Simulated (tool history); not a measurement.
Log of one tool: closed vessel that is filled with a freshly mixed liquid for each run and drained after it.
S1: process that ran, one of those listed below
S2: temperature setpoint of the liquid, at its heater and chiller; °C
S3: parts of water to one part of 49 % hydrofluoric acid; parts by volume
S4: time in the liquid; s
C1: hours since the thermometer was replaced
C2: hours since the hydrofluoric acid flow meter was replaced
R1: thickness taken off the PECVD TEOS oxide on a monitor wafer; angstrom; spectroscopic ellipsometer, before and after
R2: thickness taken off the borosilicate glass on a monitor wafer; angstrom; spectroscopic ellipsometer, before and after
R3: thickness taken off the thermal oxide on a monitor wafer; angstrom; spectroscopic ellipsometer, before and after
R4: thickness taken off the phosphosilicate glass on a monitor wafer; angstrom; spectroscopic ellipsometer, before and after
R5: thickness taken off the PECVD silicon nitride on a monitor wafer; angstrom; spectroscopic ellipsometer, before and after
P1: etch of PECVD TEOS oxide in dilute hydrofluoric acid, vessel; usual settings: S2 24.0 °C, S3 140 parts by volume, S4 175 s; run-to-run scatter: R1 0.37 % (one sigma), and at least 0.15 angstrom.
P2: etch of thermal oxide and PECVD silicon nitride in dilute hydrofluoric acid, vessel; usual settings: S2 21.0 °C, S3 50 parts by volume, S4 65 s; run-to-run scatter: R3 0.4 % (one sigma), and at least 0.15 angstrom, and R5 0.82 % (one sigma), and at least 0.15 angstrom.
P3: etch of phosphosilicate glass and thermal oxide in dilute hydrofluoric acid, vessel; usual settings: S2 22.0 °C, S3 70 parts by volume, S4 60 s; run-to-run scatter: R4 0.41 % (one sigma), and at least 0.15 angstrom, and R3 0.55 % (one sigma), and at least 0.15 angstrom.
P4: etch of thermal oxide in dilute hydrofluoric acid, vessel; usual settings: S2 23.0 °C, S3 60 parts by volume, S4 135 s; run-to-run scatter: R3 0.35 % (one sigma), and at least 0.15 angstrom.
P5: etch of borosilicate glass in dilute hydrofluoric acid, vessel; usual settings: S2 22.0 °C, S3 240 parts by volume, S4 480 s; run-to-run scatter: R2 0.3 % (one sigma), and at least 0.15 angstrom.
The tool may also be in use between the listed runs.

| run | hour | S1 | S2 | S3 | S4 | C1 | C2 | R1 | R2 | R3 | R4 | R5 |
|---|---|---|---|---|---|---|---|---|---|---|---|---|
| 1 | 11.8 | P1 | 24.0 | 140 | 175 | 788.2 | 964.9 | 144.230 |  |  |  |  |
| 2 | 20.2 | P5 | 17.0 | 240 | 480 | 796.6 | 973.3 |  | 425.770 |  |  |  |
| 3 | 31.1 | P1 | 24.0 | 140 | 35 | 807.5 | 984.2 | 29.159 |  |  |  |  |
| 4 | 38.4 | P5 | 22.0 | 325 | 480 | 814.8 | 991.5 |  | 351.130 |  |  |  |
| 5 | 53.7 | P1 | 24.0 | 45 | 175 | 830.1 | 1006.8 | 502.590 |  |  |  |  |
| 6 | 67.4 | P1 | 24.0 | 140 | 175 | 843.8 | 1020.5 | 143.570 |  |  |  |  |
| 7 | 82.7 | P4 | 23.0 | 60 | 30 | 859.1 | 1035.8 |  |  | 24.027 |  |  |
| 8 | 91.1 | P3 | 22.0 | 70 | 60 | 867.5 | 1044.2 |  |  | 38.237 | 782.54 |  |
| 9 | 98.7 | P1 | 24.0 | 140 | 175 | 875.1 | 1051.8 | 143.800 |  |  |  |  |
| 10 | 108.5 | P4 | 23.0 | 60 | 135 | 884.9 | 1061.6 |  |  | 106.840 |  |  |
| 11 | 117.7 | P2 | 21.0 | 70 | 65 | 894.1 | 1070.8 |  |  | 39.203 |  | 21.553 |
| 12 | 132.8 | P1 | 29.5 | 240 | 175 | 909.2 | 1085.9 | 91.205 |  |  |  |  |
| 13 | 141.2 | P4 | 30.0 | 60 | 135 | 917.6 | 1094.3 |  |  | 142.070 |  |  |
| 14 | 155.6 | P4 | 23.0 | 60 | 135 | 932.0 | 1108.7 |  |  | 107.620 |  |  |
| 15 | 168.9 | P5 | 22.0 | 240 | 30 | 945.3 | 1122.0 |  | 32.427 |  |  |  |
| 16 | 176.3 | P2 | 26.0 | 50 | 65 | 952.7 | 1129.4 |  |  | 69.715 |  | 41.537 |
| 17 | 189.1 | P3 | 22.0 | 115 | 60 | 965.5 | 1142.2 |  |  | 21.844 | 449.80 |  |
| 18 | 204.2 | P5 | 22.0 | 240 | 480 | 980.6 | 1157.3 |  | 514.240 |  |  |  |
| 19 | 218.1 | P2 | 21.0 | 50 | 100 | 994.5 | 1171.2 |  |  | 87.028 |  | 45.479 |
| 20 | 231.5 | P1 | 30.5 | 140 | 175 | 1007.9 | 1184.6 | 183.380 |  |  |  |  |
| 21 | 243.3 | P3 | 17.0 | 70 | 60 | 1019.7 | 1196.4 |  |  | 30.551 | 633.33 |  |
| 22 | 257.4 | P4 | 23.0 | 80 | 135 | 1033.8 | 1210.5 |  |  | 78.898 |  |  |
| 23 | 266.2 | P1 | 24.0 | 140 | 285 | 1042.6 | 1219.3 | 235.150 |  |  |  |  |
| 24 | 275.5 | P1 | 24.0 | 255 | 175 | 1051.9 | 1228.6 | 70.267 |  |  |  |  |
| 25 | 288.1 | P3 | 22.0 | 70 | 95 | 1064.5 | 1241.2 |  |  | 59.713 | 1237.40 |  |
| 26 | 298.4 | P1 | 18.5 | 140 | 175 | 1074.8 | 1251.5 | 116.060 |  |  |  |  |
| 27 | 314.1 | P1 | 24.0 | 140 | 175 | 1090.5 | 1267.2 | 145.160 |  |  |  |  |
| 28 | 328.9 | P2 | 21.0 | 50 | 65 | 1105.3 | 1282.0 |  |  | 56.622 |  | 29.547 |
| 29 | 340.7 | P2 | 21.0 | 50 | 65 | 1117.1 | 1293.8 |  |  | 56.305 |  | 29.536 |
| 30 | 355.6 | P1 | 24.0 | 60 | 65 | 1132.0 | 1308.7 | 137.960 |  |  |  |  |
| 31 | 367.5 | P1 | 24.0 | 140 | 175 | 1143.9 | 1320.6 | 144.950 |  |  |  |  |
| 32 | 382.0 | P1 | 24.0 | 140 | 175 | 1158.4 | 1335.1 | 141.070 |  |  |  |  |
| 33 | 391.4 | P1 | 24.0 | 140 | 175 | 1167.8 | 1344.5 | 139.620 |  |  |  |  |
| 34 | 404.8 | P1 | 24.0 | 140 | 175 | 1181.2 | 1357.9 | 136.740 |  |  |  |  |
| 35 | 420.3 | P1 | 24.0 | 140 | 175 | 1196.7 | 1373.4 | 135.430 |  |  |  |  |
| 36 | 433.8 | P1 | 24.0 | 140 | 175 | 1210.2 | 1386.9 | 133.680 |  |  |  |  |
| 37 | 448.9 | P1 | 24.0 | 140 | 175 | 1225.3 | 1402.0 | 134.000 |  |  |  |  |
| 38 | 457.4 | P1 | 24.0 | 140 | 175 | 1233.8 | 1410.5 | 133.630 |  |  |  |  |
| 39 | 465.7 | P1 | 24.0 | 140 | 175 | 1242.1 | 1418.8 | 133.630 |  |  |  |  |
| 40 | 481.7 | P1 | 24.0 | 140 | 175 | 1258.1 | 1434.8 | 133.370 |  |  |  |  |
| 41 | 490.9 | P1 | 24.0 | 140 | 175 | 1267.3 | 1444.0 | 133.050 |  |  |  |  |

What P1 gives has crept away from where it was. These 2 causes fit the log equally well, each at the size given:
A: hydrofluoric acid flow below the setpoint (%) = 6.34
B: liquid colder than its thermometer reads (K) = 1.97
The creep began at about hour 367.5.

4 check runs are offered, one wafer each, their results left as question marks. Which one tells the causes apart?
| check 1 | 500.1 | P3 | 17.0 | 110 | 60 |  |  |  |  | ? | ? |  |
| check 2 | 500.1 | P5 | 18.0 | 240 | 180 |  |  |  | ? |  |  |  |
| check 3 | 500.1 | P4 | 29.0 | 60 | 50 |  |  |  |  | ? |  |  |
| check 4 | 500.1 | P2 | 21.0 | 50 | 90 |  |  |  |  | ? |  | ? |

What each check would give under each cause:
| check | result | if A | if B |
|---|---|---|---|
| check 1 | R3 | 17.503 | 17.324 |
| check 1 | R4 | 358.62 | 354.96 |
| check 2 | R2 | 153.240 | 153.720 |
| check 3 | R3 | 47.210 | 46.909 |
| check 4 | R3 | 72.779 | 71.760 |
| check 4 | R5 | 38.488 | 35.774 |
How far apart the two closest causes lie, in the result that separates them most: check 1 1.02 %; check 2 0.31 %; check 3 0.64 %; check 4 7.31 %
Only check 4 tells the causes apart: in the others they would give nearly the same result.

Then check 4 was run and gave: R3 71.896 angstrom; R5 35.712 angstrom. Which cause is it?

It is B: liquid colder than its thermometer reads (K).
